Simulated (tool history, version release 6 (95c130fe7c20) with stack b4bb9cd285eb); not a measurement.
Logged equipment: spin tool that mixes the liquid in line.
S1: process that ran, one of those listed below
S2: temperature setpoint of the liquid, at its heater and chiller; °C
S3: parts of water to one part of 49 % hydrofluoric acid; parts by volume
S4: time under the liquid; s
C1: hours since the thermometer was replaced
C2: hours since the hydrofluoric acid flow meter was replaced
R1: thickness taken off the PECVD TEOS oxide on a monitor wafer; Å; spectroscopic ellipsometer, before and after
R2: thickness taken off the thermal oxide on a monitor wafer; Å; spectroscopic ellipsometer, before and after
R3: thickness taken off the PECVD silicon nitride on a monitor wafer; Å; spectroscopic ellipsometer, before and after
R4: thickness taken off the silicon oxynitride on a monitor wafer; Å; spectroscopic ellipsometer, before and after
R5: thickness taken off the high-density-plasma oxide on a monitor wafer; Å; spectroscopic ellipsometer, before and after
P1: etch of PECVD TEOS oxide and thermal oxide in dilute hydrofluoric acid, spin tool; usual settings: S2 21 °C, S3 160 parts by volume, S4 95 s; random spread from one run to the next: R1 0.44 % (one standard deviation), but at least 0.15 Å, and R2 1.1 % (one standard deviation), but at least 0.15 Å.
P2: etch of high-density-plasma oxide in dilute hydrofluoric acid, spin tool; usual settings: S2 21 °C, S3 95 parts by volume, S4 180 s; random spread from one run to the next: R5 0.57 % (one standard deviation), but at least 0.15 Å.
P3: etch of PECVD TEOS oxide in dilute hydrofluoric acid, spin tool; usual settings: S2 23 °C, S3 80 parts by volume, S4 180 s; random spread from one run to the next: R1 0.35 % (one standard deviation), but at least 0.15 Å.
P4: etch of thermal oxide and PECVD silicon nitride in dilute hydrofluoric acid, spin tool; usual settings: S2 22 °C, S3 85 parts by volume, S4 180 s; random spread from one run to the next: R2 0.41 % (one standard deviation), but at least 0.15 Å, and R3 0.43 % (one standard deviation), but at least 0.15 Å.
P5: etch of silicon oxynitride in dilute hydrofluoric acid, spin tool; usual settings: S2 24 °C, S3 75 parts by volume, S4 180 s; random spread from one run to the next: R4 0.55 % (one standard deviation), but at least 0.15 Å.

run	hour	S1	S2	S3	S4	C1	C2	R1	R2	R3	R4	R5
1	14.5	P1	21	160	95	608	553.9	139.39	23.971			
2	23.2	P4	22	85	280	616.7	562.6		137.63	73.479		
3	30.2	P1	21	160	95	623.7	569.6	140.22	24.231			
# hour 38.7: hydrofluoric acid flow meter replaced
4	39.8	P5	24	75	45	633.3	1.1				14.182	
5	50.2	P5	24	75	180	643.7	11.5				56.556	
6	61.8	P1	21	80	95	655.3	23.1	305.47	53.802			
7	76.2	P4	17	85	180	669.7	37.5		72.094	33.584		
8	89	P4	22	35	180	682.5	50.3		229.9	112.09		
9	101.1	P3	23	80	270	694.6	62.4	460.51				
10	113.5	P3	28.5	80	180	707	74.8	383.42				
11	124	P1	21	160	180	717.5	85.3	267.04	45.442			
12	137.8	P5	24	135	180	731.3	99.1				30.089	
13	149.2	P2	21	160	180	742.7	110.5					75.115
14	162.8	P3	23	80	180	756.3	124.1	304.3				
15	172.8	P1	21	160	95	766.3	134.1	139.87	24.756			
16	181.1	P1	21	270	95	774.6	142.4	74.467	13.351			
17	188.5	P2	21	95	180	782	149.8					135.64
18	203	P1	21	160	95	796.5	164.3	140.56	23.876			
19	211.6	P4	22	85	180	805.1	172.9		88.775	47.35		
20	225	P5	24	75	180	818.5	186.3				55.875	
21	239.2	P2	21	95	180	832.7	200.5					135.57
22	254.6	P2	21	95	350	848.1	215.9					261.94
23	268.2	P5	29.5	75	180	861.7	229.5				72.782	
24	277.8	P1	21	160	95	871.3	239.1	139.56	24.304			
25	291.7	P2	17	95	180	885.2	253					115.79
26	302	P1	21	45	155	895.5	263.3	936.72	160.9			
27	309.1	P1	21	160	15	902.6	270.4	21.985	3.7872			
28	320	P1	17	160	95	913.5	281.3	119.52	20.962			
29	332.9	P1	21	160	95	926.4	294.2	140.19	24.076			
30	339.8	P3	23	35	180	933.3	301.1	744.17				
31	353.4	P1	27	160	95	946.9	314.7	174.81	30.581			
32	368.2	P1	21	160	95	961.7	329.5	140.34	24.901			
33	380.4	P1	21	160	95	973.9	341.7	135.17	23.835			
34	392.2	P1	21	160	95	985.7	353.5	134.2	23.593			
35	403.9	P1	21	160	95	997.4	365.2	131.57	23.658			
36	411.7	P1	21	160	95	1005.2	373	131.62	23.163			
37	421.4	P1	21	160	95	1014.9	382.7	131.85	23.418			
38	435.2	P1	21	160	95	1028.7	396.5	131.74	23.194			
39	447.1	P1	21	160	95	1040.6	408.4	131.2	22.87			

What P1 gives has crept off from where it sat before. The 2 causes that follow fit the log equally well, each at the size noted:
A: liquid colder than its thermometer reads (K) = 1.65
B: hydrofluoric acid flow below the setpoint (%) = 5.39
The drift started at roughly hour 368.2.

Which of the 4 check runs listed below separates the causes, so that each cause would produce a clearly different result? Each run uses one wafer, and its results are marked with question marks.
check 1	459	P5	28.5	110	180						?	
check 2	459	P4	22	40	180				?	?		
check 3	459	P2	21	145	325							?
check 4	459	P3	28	80	245			?				

Check results expected under each cause:
check	result	if A	if B
check 1	R4	42.719	43.302
check 2	R2	185.47	187.63
check 2	R3	88.311	93.797
check 3	R5	142.23	142.45
check 4	R1	476.88	478.2
How far apart the two closest causes lie, in the result that separates them most: check 1 1.36 %; check 2 6.03 %; check 3 0.15 %; check 4 0.28 %
Check 2 distinguishes between the causes, while the remaining checks would return nearly the same result for all of them.

Then check 2 was run and gave: R2 187 Å; R3 93.925 Å. Which cause is it?

The cause is B: hydrofluoric acid flow below the setpoint (%).

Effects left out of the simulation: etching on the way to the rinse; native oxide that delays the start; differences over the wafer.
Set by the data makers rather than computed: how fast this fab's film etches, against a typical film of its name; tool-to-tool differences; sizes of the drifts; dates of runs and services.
